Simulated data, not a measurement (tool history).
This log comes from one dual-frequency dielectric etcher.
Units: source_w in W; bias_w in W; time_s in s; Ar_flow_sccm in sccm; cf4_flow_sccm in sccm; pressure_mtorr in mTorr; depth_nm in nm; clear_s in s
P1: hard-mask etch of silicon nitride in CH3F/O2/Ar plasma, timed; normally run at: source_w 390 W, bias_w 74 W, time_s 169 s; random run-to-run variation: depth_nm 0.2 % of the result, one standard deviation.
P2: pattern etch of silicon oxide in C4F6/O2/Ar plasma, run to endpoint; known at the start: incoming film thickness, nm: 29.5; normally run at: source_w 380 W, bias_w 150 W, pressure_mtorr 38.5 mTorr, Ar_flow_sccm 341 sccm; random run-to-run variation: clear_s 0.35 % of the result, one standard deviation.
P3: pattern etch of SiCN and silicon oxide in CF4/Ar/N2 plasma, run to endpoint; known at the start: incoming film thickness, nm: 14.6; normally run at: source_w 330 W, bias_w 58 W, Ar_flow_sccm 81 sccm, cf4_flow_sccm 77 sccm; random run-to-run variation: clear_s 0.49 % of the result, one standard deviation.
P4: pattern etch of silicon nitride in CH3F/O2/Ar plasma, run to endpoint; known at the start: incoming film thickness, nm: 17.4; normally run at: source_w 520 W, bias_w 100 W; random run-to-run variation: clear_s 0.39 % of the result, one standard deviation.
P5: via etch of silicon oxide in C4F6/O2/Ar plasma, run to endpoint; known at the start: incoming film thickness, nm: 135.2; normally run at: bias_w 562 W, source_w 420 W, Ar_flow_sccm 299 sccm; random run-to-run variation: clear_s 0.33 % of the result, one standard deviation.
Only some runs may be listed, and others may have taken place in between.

| run | day | process | source_w | bias_w | time_s | Ar_flow_sccm | cf4_flow_sccm | pressure_mtorr | hours since the last wet clean | hours since the last source power generator calibration | hours since the last bias power generator calibration | depth_nm | clear_s |
|---|---|---|---|---|---|---|---|---|---|---|---|---|---|
| 1 | 0.254 | P1 | 390 | 74 | 169 |  |  |  | 311.5 | 1056 | 1218.6 | 115.38 |  |
| 2 | 0.554 | P5 | 520 | 562 |  | 299 |  |  | 318.7 | 1063.2 | 1225.8 |  | 25.84 |
| 3 | 0.833 | P3 | 330 | 58 |  | 81 | 96 |  | 325.4 | 1069.9 | 1232.5 |  | 21.668 |
| 4 | 1.05 | P2 | 380 | 150 |  | 458 |  | 38.5 | 330.6 | 1075.1 | 1237.7 |  | 10.839 |
| 5 | 1.312 | P3 | 330 | 36 |  | 81 | 77 |  | 336.9 | 1081.4 | 1244 |  | 25.964 |
| 6 | 1.608 | P1 | 280 | 74 | 134.5 |  |  |  | 344 | 1088.5 | 1251.1 | 81.267 |  |
| 7 | 1.862 | P4 | 520 | 100 |  |  |  |  | 350.1 | 1094.6 | 1257.2 |  | 20.175 |
| 8 | 2.042 | P5 | 420 | 431 |  | 299 |  |  | 354.4 | 1098.9 | 1261.5 |  | 30.926 |
| 9 | 2.254 | P2 | 380 | 150 |  | 341 |  | 38.5 | 359.5 | 1104 | 1266.6 |  | 10.477 |
| 10 | 2.421 | P2 | 520 | 150 |  | 341 |  | 38.5 | 363.5 | 1108 | 1270.6 |  | 9.2296 |
| 11 | 2.65 | P3 | 330 | 58 |  | 114 | 77 |  | 369 | 1113.5 | 1276.1 |  | 23.722 |
| 12 | 2.904 | P4 | 520 | 82 |  |  |  |  | 375.1 | 1119.6 | 1282.2 |  | 21.652 |
| 13 | 3.046 | P1 | 390 | 74 | 169 |  |  |  | 378.5 | 1123 | 1285.6 | 115.65 |  |
| 14 | 3.333 | P4 | 620 | 100 |  |  |  |  | 385.4 | 1129.9 | 1292.5 |  | 18.961 |
| 15 | 3.533 | P1 | 390 | 74 | 169 |  |  |  | 390.2 | 1134.7 | 1297.3 | 115.73 |  |
| 16 | 3.792 | P1 | 390 | 74 | 246.5 |  |  |  | 396.4 | 1140.9 | 1303.5 | 167.92 |  |
| 17 | 4.108 | P1 | 490 | 74 | 169 |  |  |  | 404 | 1148.5 | 1311.1 | 125.72 |  |
| 18 | 4.417 | P5 | 420 | 562 |  | 239 |  |  | 411.4 | 1155.9 | 1318.5 |  | 27.411 |
| 19 | 4.629 | P1 | 390 | 95 | 100.5 |  |  |  | 416.5 | 1161 | 1323.6 | 75.227 |  |
| 20 | 4.917 | P5 | 420 | 562 |  | 299 |  |  | 423.4 | 1167.9 | 1330.5 |  | 28.019 |
| 21 | 5.133 | P3 | 330 | 58 |  | 81 | 77 |  | 428.6 | 1173.1 | 1335.7 |  | 22.614 |
| 22 | 5.35 | P3 | 250 | 58 |  | 81 | 77 |  | 433.8 | 1178.3 | 1340.9 |  | 29.026 |
| 23 | 5.55 | P2 | 380 | 150 |  | 341 |  | 38.5 | 438.6 | 1183.1 | 1345.7 |  | 10.453 |
| 24 | 5.792 | P1 | 300 | 74 | 169 |  |  |  | 444.4 | 1188.9 | 1351.5 | 104.5 |  |
| 25 | 6.104 | P1 | 390 | 74 | 118.5 |  |  |  | 451.9 | 1196.4 | 1359 | 81.075 |  |
| 26 | 6.338 | P1 | 390 | 49 | 169 |  |  |  | 457.5 | 1202 | 1364.6 | 100.84 |  |
| 27 | 6.542 | P2 | 380 | 150 |  | 341 |  | 52.5 | 462.4 | 1206.9 | 1369.5 |  | 10.921 |
| 28 | 6.7 | P2 | 380 | 191 |  | 341 |  | 38.5 | 466.2 | 1210.7 | 1373.3 |  | 9.7209 |
| 29 | 7 | P1 | 390 | 74 | 169 |  |  |  | 473.4 | 1217.9 | 1380.5 | 115.48 |  |

Predict the results of run 30:
| 30 | 7.2 | P1 | 390 | 74 | 169 |  |  |  | 478.2 | 1222.7 | 1385.3 | ? |  |

For run 30 the tool returned depth_nm 115.32 nm.
